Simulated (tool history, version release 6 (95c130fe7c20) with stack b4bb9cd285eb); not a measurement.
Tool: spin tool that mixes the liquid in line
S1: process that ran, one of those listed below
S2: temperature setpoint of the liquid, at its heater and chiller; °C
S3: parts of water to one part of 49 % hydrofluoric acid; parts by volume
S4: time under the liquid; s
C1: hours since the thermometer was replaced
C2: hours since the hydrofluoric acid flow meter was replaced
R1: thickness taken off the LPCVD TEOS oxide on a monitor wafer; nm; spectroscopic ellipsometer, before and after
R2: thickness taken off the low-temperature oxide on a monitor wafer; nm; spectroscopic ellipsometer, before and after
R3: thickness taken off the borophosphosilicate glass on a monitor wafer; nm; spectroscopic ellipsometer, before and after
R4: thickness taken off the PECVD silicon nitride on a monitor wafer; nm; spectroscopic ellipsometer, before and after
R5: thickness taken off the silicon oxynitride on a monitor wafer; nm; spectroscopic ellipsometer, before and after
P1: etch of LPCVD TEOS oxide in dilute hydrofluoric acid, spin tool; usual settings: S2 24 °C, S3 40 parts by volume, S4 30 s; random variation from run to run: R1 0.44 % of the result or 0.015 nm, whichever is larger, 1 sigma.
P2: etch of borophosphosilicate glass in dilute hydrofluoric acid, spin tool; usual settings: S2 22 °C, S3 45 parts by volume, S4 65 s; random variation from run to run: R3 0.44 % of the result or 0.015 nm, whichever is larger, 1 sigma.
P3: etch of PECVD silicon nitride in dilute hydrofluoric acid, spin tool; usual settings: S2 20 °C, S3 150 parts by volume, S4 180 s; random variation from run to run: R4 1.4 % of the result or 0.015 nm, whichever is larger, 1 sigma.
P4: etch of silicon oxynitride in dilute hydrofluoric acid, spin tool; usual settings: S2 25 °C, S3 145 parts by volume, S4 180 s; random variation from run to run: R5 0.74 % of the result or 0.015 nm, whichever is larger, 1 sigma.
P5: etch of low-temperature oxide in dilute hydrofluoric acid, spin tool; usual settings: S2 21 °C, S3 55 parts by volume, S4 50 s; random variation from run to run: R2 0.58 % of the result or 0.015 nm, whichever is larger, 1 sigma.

run	day	S1	S2	S3	S4	C1	C2	R1	R2	R3	R4	R5
1	0.229	P1	24	40	30	303.1	271.6	26.332				
2	0.462	P5	21	55	50	308.7	277.2		22.579			
3	0.625	P1	18.5	60	30	312.6	281.1	13.606				
4	0.758	P2	22	45	65	315.8	284.3			56.965		
5	0.883	P1	24	75	30	318.8	287.3	13.399				
6	1.096	P1	24	55	15	323.9	292.4	9.3905				
7	1.267	P1	30.5	40	30	328	296.5	34.112				
8	1.421	P3	23.5	150	180	331.7	300.2				2.0233	
9	1.667	P4	25	145	180	337.6	306.1					3.2881
10	1.867	P1	24	40	30	342.4	310.9	26.276				
# day 1.938: hydrofluoric acid flow meter replaced
11	2.071	P3	20	150	180	347.3	3.2				1.5833	
12	2.217	P2	22	45	35	350.8	6.7			30.457		
13	2.421	P4	25	145	320	355.7	11.6					5.7483
14	2.55	P1	24	40	30	358.8	14.7	26.32				
15	2.788	P4	25	205	180	364.5	20.4					2.1712
16	3.038	P1	24	20	30	370.5	26.4	53.771				
17	3.196	P1	24	40	15	374.3	30.2	13.126				
18	3.412	P1	24	40	30	379.5	35.4	26.193				
19	3.554	P5	17	55	50	382.9	38.8		19.005			
20	3.779	P2	22	65	65	388.3	44.2			38.001		
21	3.988	P3	20	55	180	393.3	49.2				4.248	
22	4.129	P1	24	40	60	396.7	52.6	52.077				
23	4.362	P3	20	150	15	402.3	58.2				0.13222	
24	4.492	P3	20	150	180	405.4	61.3				1.6224	
25	4.679	P4	17.5	145	180	409.9	65.8					2.312
26	4.812	P4	25	145	180	413.1	69					3.2263
27	4.954	P2	17	45	65	416.5	72.4			45.651		
28	5.196	P5	21	30	50	422.3	78.2		42.682			
29	5.308	P1	19.5	40	30	425	80.9	21.671				
30	5.475	P1	24	40	30	429	84.9	26.221				

Forecast run 31:
31	5.617	P5	21	55	80	432.4	88.3		?			

{"run 31": {"R2": 35.959}}
